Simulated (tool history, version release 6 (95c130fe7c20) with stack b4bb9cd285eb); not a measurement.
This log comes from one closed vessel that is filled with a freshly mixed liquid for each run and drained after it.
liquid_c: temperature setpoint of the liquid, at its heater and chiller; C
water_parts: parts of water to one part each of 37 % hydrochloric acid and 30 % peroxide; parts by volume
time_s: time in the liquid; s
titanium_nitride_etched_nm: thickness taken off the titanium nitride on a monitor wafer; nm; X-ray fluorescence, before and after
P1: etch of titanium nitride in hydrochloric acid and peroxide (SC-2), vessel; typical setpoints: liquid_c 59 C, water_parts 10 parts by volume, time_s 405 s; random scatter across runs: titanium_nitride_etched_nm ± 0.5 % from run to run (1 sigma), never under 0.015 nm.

run	hour	liquid_c	water_parts	time_s	hours since the thermometer was replaced	hours since the chemicals flow meter was replaced	hours since the drum of peroxide was connected	titanium_nitride_etched_nm
1	11.6	59	10	405	639.6	261.2	335.3	14.519
2	22.1	59	10	405	650.1	271.7	345.8	14.353
3	28.7	69.5	10	405	656.7	278.3	352.4	27.558
4	38.4	59	10	405	666.4	288	362.1	14.636
5	46.6	59	4	675	674.6	296.2	370.3	48.407
# hour 56.3: thermometer replaced
6	57.8	59	15	405	1.5	307.4	381.5	10.325
7	64	59	4	405	7.7	313.6	387.7	28.938
8	72.7	59	10	405	16.4	322.3	396.4	14.443
9	82.8	59	10	815	26.5	332.4	406.5	29.086
10	90.4	59	10	405	34.1	340	414.1	14.45
11	98.4	59	10	90	42.1	348	422.1	3.2278
12	107.3	43	10	405	51	356.9	431	5.03
13	116	59	10	405	59.7	365.6	439.7	14.53
14	121.9	59	10	405	65.6	371.5	445.6	14.298
15	132.2	59	10	405	75.9	381.8	455.9	13.992
16	140.6	59	10	405	84.3	390.2	464.3	13.741
17	150.9	59	10	405	94.6	400.5	474.6	13.609
18	159	59	10	405	102.7	408.6	482.7	13.64
# hour 159.7: new drum of peroxide connected
19	169.1	59	10	405	112.8	418.7	9.5	13.465
20	176.8	59	10	405	120.5	426.4	17.2	13.558
21	187	59	10	405	130.7	436.6	27.4	13.478
22	198.8	59	10	405	142.5	448.4	39.2	13.493

P1 no longer gives what it gave before; its output has crept away from where it was. The following 2 causes, each at its listed size, fit the log equally well:
A: chemicals flow below the setpoint (%) = 8.3
B: liquid colder than its thermometer reads (K) = 1.15
Onset of the creep was near hour 116.
Excluded causes, each with its reason:
peroxide weaker than its label (%): was serviced at hour 159.7, once the creep was under way, yet the earlier output never came back

Each of the check runs listed below is run on 3 wafers and reports their average, with the results left as question marks. Pick the one under which the possible causes would lead to clearly different results.
check 1	210.6	50	10	405				?
check 2	210.6	67.5	10	405				?
check 3	210.6	44	4	405				?
check 4	210.6	59	13.5	175				?

If the cause were each of the candidates in turn, the checks would give the following:
check	result	if A	if B
check 1	titanium_nitride_etched_nm	7.5354	7.5035
check 2	titanium_nitride_etched_nm	22.794	22.873
check 3	titanium_nitride_etched_nm	10.168	9.9537
check 4	titanium_nitride_etched_nm	4.5051	4.5189
Per check, the gap between the least separated pair of causes, taken in the result that splits them most: check 1 0.42 %; check 2 0.35 %; check 3 2.13 %; check 4 0.31 %
Only in check 3 would the causes give clearly different results; in the remaining checks their results would be nearly the same.

Running check 3 produced the following: titanium_nitride_etched_nm 9.9584 nm. Which one of the listed causes fits?

The correct cause is B, namely: liquid colder than its thermometer reads (K).
